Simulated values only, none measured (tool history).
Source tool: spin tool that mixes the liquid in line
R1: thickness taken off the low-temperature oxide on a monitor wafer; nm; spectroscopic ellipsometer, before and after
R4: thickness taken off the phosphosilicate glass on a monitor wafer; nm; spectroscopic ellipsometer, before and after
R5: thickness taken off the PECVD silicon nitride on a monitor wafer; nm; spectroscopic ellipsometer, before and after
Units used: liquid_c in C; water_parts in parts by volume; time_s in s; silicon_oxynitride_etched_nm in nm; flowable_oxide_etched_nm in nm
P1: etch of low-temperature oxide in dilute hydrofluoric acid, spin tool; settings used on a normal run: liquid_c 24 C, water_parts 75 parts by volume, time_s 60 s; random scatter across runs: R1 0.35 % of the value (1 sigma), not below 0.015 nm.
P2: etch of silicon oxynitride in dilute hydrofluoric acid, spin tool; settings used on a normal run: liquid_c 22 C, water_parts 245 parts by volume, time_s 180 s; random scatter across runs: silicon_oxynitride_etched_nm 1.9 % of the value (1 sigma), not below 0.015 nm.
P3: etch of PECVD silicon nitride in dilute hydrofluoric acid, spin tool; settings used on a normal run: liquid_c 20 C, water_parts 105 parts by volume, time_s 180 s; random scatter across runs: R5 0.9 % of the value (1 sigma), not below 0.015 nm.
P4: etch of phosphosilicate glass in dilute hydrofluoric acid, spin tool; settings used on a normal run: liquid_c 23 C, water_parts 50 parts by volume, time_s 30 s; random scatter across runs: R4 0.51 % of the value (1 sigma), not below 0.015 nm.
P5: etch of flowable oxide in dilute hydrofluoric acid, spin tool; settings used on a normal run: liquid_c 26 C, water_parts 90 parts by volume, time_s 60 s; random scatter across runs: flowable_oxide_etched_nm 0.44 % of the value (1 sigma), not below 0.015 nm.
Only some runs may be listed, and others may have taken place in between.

run 1 hour=5 | process=P1 liquid_c=24 water_parts=75 time_s=60 | R1=16.876
run 2 hour=11.7 | process=P2 liquid_c=22 water_parts=245 time_s=180 | silicon_oxynitride_etched_nm=1.3595
run 3 hour=19.4 | process=P1 liquid_c=24 water_parts=75 time_s=60 | R1=16.806
run 4 hour=24.1 | process=P5 liquid_c=26 water_parts=140 time_s=60 | flowable_oxide_etched_nm=19.367
run 5 hour=28.9 | process=P4 liquid_c=23 water_parts=50 time_s=30 | R4=124.18
run 6 hour=37.5 | process=P5 liquid_c=26 water_parts=90 time_s=60 | flowable_oxide_etched_nm=32.244
run 7 hour=42 | process=P4 liquid_c=23 water_parts=50 time_s=30 | R4=124.5
run 8 hour=50.7 | process=P4 liquid_c=17 water_parts=50 time_s=30 | R4=96.219
run 9 hour=57.9 | process=P1 liquid_c=29 water_parts=75 time_s=60 | R1=20.499
run 10 hour=65.9 | process=P1 liquid_c=24 water_parts=75 time_s=60 | R1=16.874
run 11 hour=73.1 | process=P1 liquid_c=31.5 water_parts=75 time_s=25 | R1=9.3911
run 12 hour=81.4 | process=P5 liquid_c=26 water_parts=90 time_s=60 | flowable_oxide_etched_nm=32.064
run 13 hour=85.8 | process=P2 liquid_c=22 water_parts=245 time_s=310 | silicon_oxynitride_etched_nm=2.3038
run 14 hour=91.2 | process=P3 liquid_c=20 water_parts=30 time_s=180 | R5=9.9376
run 15 hour=95.2 | process=P3 liquid_c=28.5 water_parts=105 time_s=180 | R5=5.0858
run 16 hour=102.1 | process=P1 liquid_c=24 water_parts=75 time_s=60 | R1=16.785
run 17 hour=110.2 | process=P1 liquid_c=24 water_parts=75 time_s=60 | R1=16.811
run 18 hour=118.2 | process=P5 liquid_c=17.5 water_parts=90 time_s=60 | flowable_oxide_etched_nm=22.727
run 19 hour=126.9 | process=P4 liquid_c=23 water_parts=50 time_s=15 | R4=62.525
run 20 hour=133.1 | process=P2 liquid_c=22 water_parts=245 time_s=180 | silicon_oxynitride_etched_nm=1.3358
run 21 hour=139.6 | process=P1 liquid_c=24 water_parts=75 time_s=105 | R1=29.467
run 22 hour=144.3 | process=P1 liquid_c=24 water_parts=75 time_s=25 | R1=6.992
run 23 hour=150.1 | process=P1 liquid_c=31 water_parts=75 time_s=35 | R1=12.806
run 24 hour=157.6 | process=P2 liquid_c=22 water_parts=365 time_s=180 | silicon_oxynitride_etched_nm=0.85087
run 25 hour=164.1 | process=P1 liquid_c=24 water_parts=110 time_s=60 | R1=10.965
run 26 hour=172.5 | process=P4 liquid_c=23 water_parts=90 time_s=30 | R4=66.473
run 27 hour=178.2 | process=P1 liquid_c=24 water_parts=40 time_s=60 | R1=33.277
run 28 hour=182 | process=P5 liquid_c=26 water_parts=90 time_s=115 | flowable_oxide_etched_nm=61.455
run 29 hour=190.7 | process=P2 liquid_c=29.5 water_parts=245 time_s=180 | silicon_oxynitride_etched_nm=1.8025
run 30 hour=198.3 | process=P1 liquid_c=19.5 water_parts=75 time_s=60 | R1=14.078
run 31 hour=202.1 | process=P3 liquid_c=20 water_parts=105 time_s=360 | R5=5.8328
run 32 hour=209.7 | process=P3 liquid_c=20 water_parts=105 time_s=180 | R5=2.8638
run 33 hour=213.5 | process=P1 liquid_c=24 water_parts=75 time_s=60 | R1=16.79
run 34 hour=220.7 | process=P1 liquid_c=24 water_parts=75 time_s=60 | R1=16.25
run 35 hour=229.1 | process=P1 liquid_c=24 water_parts=75 time_s=60 | R1=16.012
run 36 hour=234.2 | process=P1 liquid_c=24 water_parts=75 time_s=60 | R1=15.766
run 37 hour=241.9 | process=P1 liquid_c=24 water_parts=75 time_s=60 | R1=15.526

Run 38, settings as shown, results not yet in. Your forecast:
run 38 hour=248.8 | process=P1 liquid_c=24 water_parts=75 time_s=60 | R1=?

Run 38 produced R1 15.465 nm.
